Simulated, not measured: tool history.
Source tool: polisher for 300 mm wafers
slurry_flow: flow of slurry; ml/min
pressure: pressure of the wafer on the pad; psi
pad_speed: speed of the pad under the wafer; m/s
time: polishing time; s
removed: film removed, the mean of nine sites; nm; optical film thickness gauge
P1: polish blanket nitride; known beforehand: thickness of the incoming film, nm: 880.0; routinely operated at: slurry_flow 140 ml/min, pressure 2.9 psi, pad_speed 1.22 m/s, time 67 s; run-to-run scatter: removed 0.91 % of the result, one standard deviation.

run	day	slurry_flow	pressure	pad_speed	time	wafers polished on this pad	hours since the slurry nozzle was cleaned	hours since the head pressure was calibrated	removed
1	0.317	140	2.9	1.22	67	948	601	1153.8	104.97
2	0.558	140	2.9	1.92	67	998	606.8	1159.6	149.11
3	0.708	140	2.9	0.9	67	1029	610.4	1163.2	79.551
4	0.896	140	2.9	1.22	67	1067	614.9	1167.7	103.75
5	1.221	140	2.9	1.22	67	1134	622.7	1175.5	103.95
6	1.375	140	2.9	1.22	99	1166	626.4	1179.2	154.53
7	1.667	140	2.9	1.22	34	1226	633.4	1186.2	51.466
8	1.812	200	2.9	1.22	67	1256	636.9	1189.7	106.67
9	2.133	100	1.3	1.22	67	1322	644.6	1197.4	42.265
10	2.425	140	2.9	1.22	67	1381	651.6	1204.4	103.78
11	2.642	90	2.9	1.22	67	1426	656.8	1209.6	94.176
12	2.95	140	4.5	1.22	67	1489	664.2	1217	160.75
13	3.1	140	1.3	1.22	67	1520	667.8	1220.6	46.52
14	3.329	140	2.9	1.22	67	1567	673.3	1226.1	103.89
15	3.467	140	2.9	1.22	67	1595	676.6	1229.4	103.09
16	3.642	140	2.9	1.22	67	1631	680.8	1233.6	103.16
17	3.804	140	2.9	1.22	67	1665	684.7	1237.5	101.01
18	4.054	140	2.9	1.22	67	1716	690.7	1243.5	97.497
19	4.342	140	2.9	1.22	67	1775	697.6	1250.4	94.856
20	4.562	140	2.9	1.22	67	1821	702.9	1255.7	94.945
# day 4.712: head pressure recalibrated
21	4.717	140	2.9	1.22	67	1852	706.6	0.2	91.54
22	4.962	140	2.9	1.22	67	1903	712.5	6.1	92.877
23	5.275	140	2.9	1.22	67	1967	720	13.6	90.933
24	5.579	140	2.9	1.22	67	2029	727.3	20.9	91.581

P1 no longer gives what it gave before; its output has crept away from where it was. The following 2 causes, each at its listed size, fit the log equally well:
A: removal rate lost through wear of the pad, % = 10.4
B: slurry flow missing at the pad, % = 37.9
At approximately day 3.642, the process output began to creep.
Each remaining cause and why it is not a fit:
head's pressure below its setpoint, %: serviced at day 4.712, which brought nothing back

Below are 4 check runs, each averaged over 3 wafers, with their results shown as question marks. Which of them would give clearly different results depending on which cause is behind the drift?
check 1	5.883	140	2.2	1.22	48				?
check 2	5.883	100	4.4	1.22	67				?
check 3	5.883	140	2.9	1.68	67				?
check 4	5.883	140	2.9	1.86	67				?

Expected result of each check under each candidate cause:
check	result	if A	if B
check 1	removed	50.268	50.263
check 2	removed	130.49	125.71
check 3	removed	119.47	119.46
check 4	removed	129.61	129.59
Minimum pairwise separation of causes per check, each pair taken at its best-separating result: check 1 0.01 %; check 2 3.73 %; check 3 0.01 %; check 4 0.01 %
Check 2 tells the causes apart: in the others they would give nearly the same result.

With check 2 done, the readings were: removed 125.66 nm. Identify which of the listed causes applies.

Of the candidate causes, it is B: slurry flow missing at the pad, %.

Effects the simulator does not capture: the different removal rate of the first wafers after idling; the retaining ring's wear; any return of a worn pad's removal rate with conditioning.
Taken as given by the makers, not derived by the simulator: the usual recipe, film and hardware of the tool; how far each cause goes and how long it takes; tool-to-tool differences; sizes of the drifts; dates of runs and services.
